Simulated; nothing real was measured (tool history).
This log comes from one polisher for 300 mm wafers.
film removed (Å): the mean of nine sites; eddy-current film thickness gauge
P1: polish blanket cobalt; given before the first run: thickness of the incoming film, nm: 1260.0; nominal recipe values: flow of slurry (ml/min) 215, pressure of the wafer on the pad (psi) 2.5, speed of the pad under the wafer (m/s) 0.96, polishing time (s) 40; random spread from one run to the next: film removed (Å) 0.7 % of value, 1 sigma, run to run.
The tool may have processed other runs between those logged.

run	day	flow of slurry (ml/min)	pressure of the wafer on the pad (psi)	speed of the pad under the wafer (m/s)	polishing time (s)	wafers polished on this pad	hours since the slurry nozzle was cleaned	hours since the head pressure was calibrated	film removed (Å)
1	0.104	215	2.5	0.96	40	194	207.5	202.9	2254.9
2	0.188	215	2.5	0.96	60	220	209.5	204.9	3374.0
3	0.283	130	2.5	0.96	40	250	211.8	207.2	2085.2
4	0.438	215	2.5	1.40	40	297	215.5	210.9	3241.3
5	0.592	215	3.6	0.96	40	345	219.2	214.6	3226.9
6	0.688	215	2.5	0.96	40	375	221.5	216.9	2215.7
7	0.808	215	2.5	0.46	40	412	224.4	219.8	1088.4
8	0.917	215	2.5	0.96	40	446	227.0	222.4	2271.6
9	1.046	215	2.5	0.96	40	486	230.1	225.5	2247.9
10	1.162	215	2.5	0.96	40	522	232.9	228.3	2261.5
11	1.300	215	2.5	0.96	22	565	236.2	231.6	1225.1
12	1.392	215	2.5	0.96	40	593	238.4	233.8	2248.8
13	1.500	215	2.5	0.64	60	627	241.0	236.4	2241.3
14	1.642	215	1.8	0.96	40	671	244.4	239.8	1634.6
15	1.758	325	2.5	0.96	40	707	247.2	242.6	2360.8
16	1.904	215	2.5	0.96	40	752	250.7	246.1	2246.7
17	2.071	215	2.5	0.96	40	804	254.7	250.1	2198.2
18	2.233	215	2.5	0.96	40	854	258.6	254.0	2187.8
19	2.358	215	2.5	0.96	40	893	261.6	257.0	2189.3
20	2.521	215	2.5	0.96	40	943	265.5	260.9	2178.4
21	2.679	215	2.5	0.96	40	992	269.3	264.7	2166.5
# day 2.700: worn pad replaced by a new one
22	2.779	215	2.5	0.96	40	25	271.7	267.1	2148.6
23	2.867	215	2.5	0.96	40	52	273.8	269.2	2162.3
24	2.975	215	2.5	0.96	40	86	276.4	271.8	2150.8
25	3.058	215	2.5	0.96	40	112	278.4	273.8	2129.4
26	3.162	215	2.5	0.96	40	144	280.9	276.3	2144.5
27	3.275	215	2.5	0.96	40	179	283.6	279.0	2167.0

What P1 gives has crept away from where it was. These 2 causes fit the log equally well, each at the size given:
A: head's pressure below its setpoint, % = 4.77
B: slurry flow missing at the pad, % = 28.6
The drift started at roughly day 1.904.
All other causes, with the reason each is excluded:
removal rate lost through wear of the pad, %: serviced at day 2.700, after the drift had started, without restoring the earlier output

Which of the 4 check runs listed below, each an average over 5 wafers with its results shown as question marks, gives clearly different results under the different listed causes?
check 1	3.388	215	3.6	0.96	24				?
check 2	3.388	140	2.5	0.66	40				?
check 3	3.388	215	3.5	0.96	40				?
check 4	3.388	215	2.5	1.28	40				?

Outcome of each check run for each possible cause:
check	result	if A	if B
check 1	film removed (Å)	1854.7	1854.6
check 2	film removed (Å)	1382.7	1350.4
check 3	film removed (Å)	3005.3	3005.2
check 4	film removed (Å)	2862.2	2862.1
Smallest distance between any two causes, each pair judged by its most separating result, in per cent: check 1 0 %; check 2 2.36 %; check 3 0 %; check 4 0 %
The causes can be told apart only by check 2. The other checks would give nearly the same results under each of them.

Check 2 was then run and gave: film removed (Å) 1379.3. Which cause is it?

A is the cause: head's pressure below its setpoint, %.
